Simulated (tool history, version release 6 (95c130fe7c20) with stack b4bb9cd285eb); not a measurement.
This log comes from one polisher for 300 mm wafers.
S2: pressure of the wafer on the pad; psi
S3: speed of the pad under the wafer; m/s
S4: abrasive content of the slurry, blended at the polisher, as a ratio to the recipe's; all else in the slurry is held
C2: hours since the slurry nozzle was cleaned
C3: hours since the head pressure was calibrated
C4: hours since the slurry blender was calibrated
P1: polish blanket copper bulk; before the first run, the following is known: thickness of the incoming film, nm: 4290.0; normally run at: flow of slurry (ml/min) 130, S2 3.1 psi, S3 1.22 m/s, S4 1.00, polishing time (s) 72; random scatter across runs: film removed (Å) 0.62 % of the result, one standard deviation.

Run 1, hour 9.5: flow of slurry (ml/min) 130, S2 3.1 psi, S3 1.22 m/s, S4 1.00, polishing time (s) 72; wafers polished on this pad 435; C2 328.7; C3 789.0; C4 145.0. Result: film removed (Å) 7775.0.
Run 2, hour 21.6: flow of slurry (ml/min) 130, S2 1.7 psi, S3 1.22 m/s, S4 1.00, polishing time (s) 72; wafers polished on this pad 509; C2 340.8; C3 801.1; C4 157.1. Result: film removed (Å) 4245.6.
Run 3, hour 32.3: flow of slurry (ml/min) 130, S2 3.1 psi, S3 1.22 m/s, S4 1.40, polishing time (s) 72; wafers polished on this pad 574; C2 351.5; C3 811.8; C4 167.8. Result: film removed (Å) 8424.4.
Run 4, hour 43.5: flow of slurry (ml/min) 130, S2 3.1 psi, S3 1.22 m/s, S4 0.65, polishing time (s) 90; wafers polished on this pad 643; C2 362.7; C3 823.0; C4 179.0. Result: film removed (Å) 8905.0.
Run 5, hour 55.2: flow of slurry (ml/min) 130, S2 3.1 psi, S3 1.22 m/s, S4 1.00, polishing time (s) 72; wafers polished on this pad 714; C2 374.4; C3 834.7; C4 190.7. Result: film removed (Å) 7841.7.
Run 6, hour 67.1: flow of slurry (ml/min) 130, S2 3.1 psi, S3 1.22 m/s, S4 1.00, polishing time (s) 94; wafers polished on this pad 787; C2 386.3; C3 846.6; C4 202.6. Result: film removed (Å) 10111.0.
Run 7, hour 77.1: flow of slurry (ml/min) 130, S2 3.1 psi, S3 0.56 m/s, S4 1.00, polishing time (s) 104; wafers polished on this pad 848; C2 396.3; C3 856.6; C4 212.6. Result: film removed (Å) 5186.9.
At hour 86.5: head pressure recalibrated.
Run 8, hour 92.1: flow of slurry (ml/min) 130, S2 3.1 psi, S3 1.22 m/s, S4 0.65, polishing time (s) 72; wafers polished on this pad 940; C2 411.3; C3 5.6; C4 227.6. Result: film removed (Å) 7149.2.
Run 9, hour 100.1: flow of slurry (ml/min) 130, S2 3.1 psi, S3 1.22 m/s, S4 1.00, polishing time (s) 72; wafers polished on this pad 989; C2 419.3; C3 13.6; C4 235.6. Result: film removed (Å) 7844.8.
At hour 108.8: slurry nozzle cleaned.
Run 10, hour 115.7: flow of slurry (ml/min) 130, S2 3.1 psi, S3 1.22 m/s, S4 1.00, polishing time (s) 72; wafers polished on this pad 1085; C2 7.0; C3 29.2; C4 251.2. Result: film removed (Å) 7799.7.
Run 11, hour 130.7: flow of slurry (ml/min) 130, S2 3.1 psi, S3 1.88 m/s, S4 1.00, polishing time (s) 72; wafers polished on this pad 1177; C2 22.0; C3 44.2; C4 266.2. Result: film removed (Å) 12004.0.
Run 12, hour 146.6: flow of slurry (ml/min) 185, S2 3.1 psi, S3 1.22 m/s, S4 1.00, polishing time (s) 72; wafers polished on this pad 1274; C2 37.9; C3 60.1; C4 282.1. Result: film removed (Å) 8203.8.
Run 13, hour 154.0: flow of slurry (ml/min) 130, S2 3.1 psi, S3 0.58 m/s, S4 1.00, polishing time (s) 72; wafers polished on this pad 1319; C2 45.3; C3 67.5; C4 289.5. Result: film removed (Å) 3673.8.
Run 14, hour 167.5: flow of slurry (ml/min) 130, S2 3.1 psi, S3 1.22 m/s, S4 1.00, polishing time (s) 72; wafers polished on this pad 1402; C2 58.8; C3 81.0; C4 303.0. Result: film removed (Å) 7766.0.
Run 15, hour 177.5: flow of slurry (ml/min) 130, S2 3.1 psi, S3 1.22 m/s, S4 1.00, polishing time (s) 72; wafers polished on this pad 1463; C2 68.8; C3 91.0; C4 313.0. Result: film removed (Å) 7802.5.
Run 16, hour 189.3: flow of slurry (ml/min) 80, S2 3.1 psi, S3 1.22 m/s, S4 1.00, polishing time (s) 72; wafers polished on this pad 1535; C2 80.6; C3 102.8; C4 324.8. Result: film removed (Å) 6964.8.
Run 17, hour 201.5: flow of slurry (ml/min) 100, S2 3.1 psi, S3 1.22 m/s, S4 1.25, polishing time (s) 72; wafers polished on this pad 1610; C2 92.8; C3 115.0; C4 337.0. Result: film removed (Å) 7745.0.
At hour 213.1: slurry blender recalibrated.
Run 18, hour 214.0: flow of slurry (ml/min) 130, S2 3.1 psi, S3 1.22 m/s, S4 1.00, polishing time (s) 72; wafers polished on this pad 1687; C2 105.3; C3 127.5; C4 1.0. Result: film removed (Å) 7882.4.
Run 19, hour 221.2: flow of slurry (ml/min) 130, S2 3.1 psi, S3 1.22 m/s, S4 1.00, polishing time (s) 37; wafers polished on this pad 1731; C2 112.5; C3 134.7; C4 8.2. Result: film removed (Å) 4014.5.
Run 20, hour 228.5: flow of slurry (ml/min) 130, S2 4.7 psi, S3 1.22 m/s, S4 1.00, polishing time (s) 72; wafers polished on this pad 1775; C2 119.8; C3 142.0; C4 15.5. Result: film removed (Å) 11752.0.
Run 21, hour 239.1: flow of slurry (ml/min) 130, S2 3.1 psi, S3 1.22 m/s, S4 1.00, polishing time (s) 72; wafers polished on this pad 1840; C2 130.4; C3 152.6; C4 26.1. Result: film removed (Å) 7720.3.
Run 22, hour 251.4: flow of slurry (ml/min) 130, S2 3.1 psi, S3 1.22 m/s, S4 1.00, polishing time (s) 72; wafers polished on this pad 1916; C2 142.7; C3 164.9; C4 38.4. Result: film removed (Å) 7654.4.
Run 23, hour 260.2: flow of slurry (ml/min) 130, S2 3.1 psi, S3 1.22 m/s, S4 1.00, polishing time (s) 72; wafers polished on this pad 1969; C2 151.5; C3 173.7; C4 47.2. Result: film removed (Å) 7421.4.
Run 24, hour 273.0: flow of slurry (ml/min) 130, S2 3.1 psi, S3 1.22 m/s, S4 1.00, polishing time (s) 72; wafers polished on this pad 2048; C2 164.3; C3 186.5; C4 60.0. Result: film removed (Å) 7321.6.
Run 25, hour 286.2: flow of slurry (ml/min) 130, S2 3.1 psi, S3 1.22 m/s, S4 1.00, polishing time (s) 72; wafers polished on this pad 2129; C2 177.5; C3 199.7; C4 73.2. Result: film removed (Å) 7327.6.
At hour 286.6: slurry blender recalibrated.
At hour 294.6: worn pad replaced by a new one.
Run 26, hour 296.7: flow of slurry (ml/min) 130, S2 3.1 psi, S3 1.22 m/s, S4 1.00, polishing time (s) 72; wafers polished on this pad 12; C2 188.0; C3 210.2; C4 10.2. Result: film removed (Å) 7232.3.

Estimate the outcome of run 27 from the log above:
Run 27, hour 313.0: flow of slurry (ml/min) 130, S2 3.1 psi, S3 1.22 m/s, S4 1.00, polishing time (s) 72; wafers polished on this pad 112; C2 204.3; C3 226.5; C4 26.5. Result: film removed (Å) ?.

Run 27 came out at film removed (Å) 7161.4.
